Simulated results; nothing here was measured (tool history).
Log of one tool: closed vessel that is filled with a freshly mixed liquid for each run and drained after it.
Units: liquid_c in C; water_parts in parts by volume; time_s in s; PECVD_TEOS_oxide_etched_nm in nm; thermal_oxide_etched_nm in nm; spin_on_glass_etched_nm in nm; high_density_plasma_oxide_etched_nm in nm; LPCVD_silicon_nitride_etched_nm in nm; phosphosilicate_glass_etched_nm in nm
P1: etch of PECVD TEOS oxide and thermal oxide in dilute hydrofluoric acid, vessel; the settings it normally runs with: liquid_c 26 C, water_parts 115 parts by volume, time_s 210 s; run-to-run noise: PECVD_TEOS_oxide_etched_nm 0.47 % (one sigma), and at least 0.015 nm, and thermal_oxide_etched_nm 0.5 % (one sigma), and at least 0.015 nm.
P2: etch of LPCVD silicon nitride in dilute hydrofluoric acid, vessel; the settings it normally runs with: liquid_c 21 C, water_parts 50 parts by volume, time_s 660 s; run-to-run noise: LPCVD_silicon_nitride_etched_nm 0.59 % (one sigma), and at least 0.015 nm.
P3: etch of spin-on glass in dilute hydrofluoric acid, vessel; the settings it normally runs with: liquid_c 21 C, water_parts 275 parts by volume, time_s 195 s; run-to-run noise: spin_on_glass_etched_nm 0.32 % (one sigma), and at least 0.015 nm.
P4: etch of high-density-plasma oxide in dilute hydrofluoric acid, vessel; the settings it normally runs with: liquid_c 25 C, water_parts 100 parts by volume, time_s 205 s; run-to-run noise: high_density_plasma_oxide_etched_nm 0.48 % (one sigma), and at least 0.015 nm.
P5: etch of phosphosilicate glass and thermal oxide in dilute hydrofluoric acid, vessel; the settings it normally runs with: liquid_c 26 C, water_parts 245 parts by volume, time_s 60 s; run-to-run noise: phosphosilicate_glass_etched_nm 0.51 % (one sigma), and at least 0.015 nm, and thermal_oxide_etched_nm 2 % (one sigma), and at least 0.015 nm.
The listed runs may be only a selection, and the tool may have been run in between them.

run	hour	process	liquid_c	water_parts	time_s	hours since the thermometer was replaced	hours since the hydrofluoric acid flow meter was replaced	PECVD_TEOS_oxide_etched_nm	thermal_oxide_etched_nm	spin_on_glass_etched_nm	high_density_plasma_oxide_etched_nm	LPCVD_silicon_nitride_etched_nm	phosphosilicate_glass_etched_nm
1	4.7	P1	26	115	210	126.5	1617.3	43.164	9.0906				
2	9.5	P1	26	115	210	131.3	1622.1	43.322	9.1059				
3	13.3	P1	26	115	210	135.1	1625.9	43.737	9.0557				
4	19.1	P1	21.5	115	210	140.9	1631.7	36.33	7.5613				
5	26.7	P3	21	275	195	148.5	1639.3			18.733			
6	33.7	P1	26	115	115	155.5	1646.3	23.718	4.9726				
7	39.3	P1	26	115	210	161.1	1651.9	42.929	9.1277				
8	44	P1	26	45	210	165.8	1656.6	120.85	25.56				
9	49.3	P4	25	100	205	171.1	1661.9				11.345		
10	52.8	P2	21	50	170	174.6	1665.4					1.5356	
11	56.8	P2	27.5	50	660	178.6	1669.4					9.4144	
12	61.8	P1	26	115	210	183.6	1674.4	43.312	9.0159				
13	69.2	P3	21	65	195	191	1681.8			99.168			
14	74	P4	33.5	100	205	195.8	1686.6				15.627		
15	78.5	P5	26	75	60	200.3	1691.1		4.2573				172.14
16	82.1	P2	21	75	660	203.9	1694.7					4.0744	
17	89	P4	25	100	205	210.8	1701.6				11.303		
18	94.9	P5	26	245	90	216.7	1707.5		1.5196				64.36
19	100.3	P3	21	275	30	222.1	1712.9			2.909			
20	107.2	P2	21	50	660	229	1719.8					6.0612	
21	110.9	P2	21	50	660	232.7	1723.5					6.0296	
22	117.1	P3	29	275	195	238.9	1729.7			24.885			
23	121.1	P5	31	245	60	242.9	1733.7		1.2403				50.909
24	128.1	P1	26	115	340	249.9	1740.7	69.592	14.658				
25	132.3	P4	25	135	205	254.1	1744.9				8.0731		
26	136.5	P1	34	115	210	258.3	1749.1	58.148	12.214				
27	142.9	P1	20.5	115	310	264.7	1755.5	51.701	10.83				
28	148.8	P3	21	275	195	270.6	1761.4			18.816			
29	153.9	P5	26	245	60	275.7	1766.5		1.0234				43.044
30	159.7	P4	25	100	65	281.5	1772.3				3.569		
31	166.8	P1	26	115	210	288.6	1779.4	43.104	9.0455				
32	172.9	P1	26	195	210	294.7	1785.5	23.053	4.8495				
33	179.9	P1	26	115	210	301.7	1792.5	43.361	9.1389				
34	186.8	P1	26	115	210	308.6	1799.4	44.867	9.4674				
35	194.1	P1	26	115	210	315.9	1806.7	46.057	9.6917				
36	199.6	P1	26	115	210	321.4	1812.2	46.318	9.6875				
37	206.1	P1	26	115	210	327.9	1818.7	46.42	9.8151				
38	213.4	P1	26	115	210	335.2	1826	46.453	9.7534				
39	219.3	P1	26	115	210	341.1	1831.9	46.741	9.7831				

The output of P1 has drifted from where it used to be. Each of the 2 causes below, taken at the size shown beside it, accounts for the log equally well:
A: hydrofluoric acid flow above the setpoint (%) = 6.77
B: liquid hotter than its thermometer reads (K) = 1.97
Onset of the creep was near hour 179.9.

Question marks stand in for the results of the 4 check runs listed below, each run on one wafer. Under which run would the listed causes show clearly different results?
check 1	225.2	P2	26.5	65	660							?	
check 2	225.2	P5	26	120	60				?				?
check 3	225.2	P4	31.5	100	205						?		
check 4	225.2	P3	27	150	195					?			

Check results expected under each cause:
check	result	if A	if B
check 1	LPCVD_silicon_nitride_etched_nm	7.2241	7.6997
check 2	thermal_oxide_etched_nm	2.6527	2.6519
check 2	phosphosilicate_glass_etched_nm	109.33	109.3
check 3	high_density_plasma_oxide_etched_nm	15.628	15.586
check 4	spin_on_glass_etched_nm	53.005	52.746
Distance between the nearest two causes, measured in the result of the check that separates them most: check 1 6.38 %; check 2 0.03 %; check 3 0.27 %; check 4 0.49 %
Check 1 distinguishes between the causes, while the remaining checks would return nearly the same result for all of them.

Check 1 was carried out, with these results: LPCVD_silicon_nitride_etched_nm 7.2457 nm. Which of the listed causes is responsible?

Of the candidate causes, it is A: hydrofluoric acid flow above the setpoint (%).
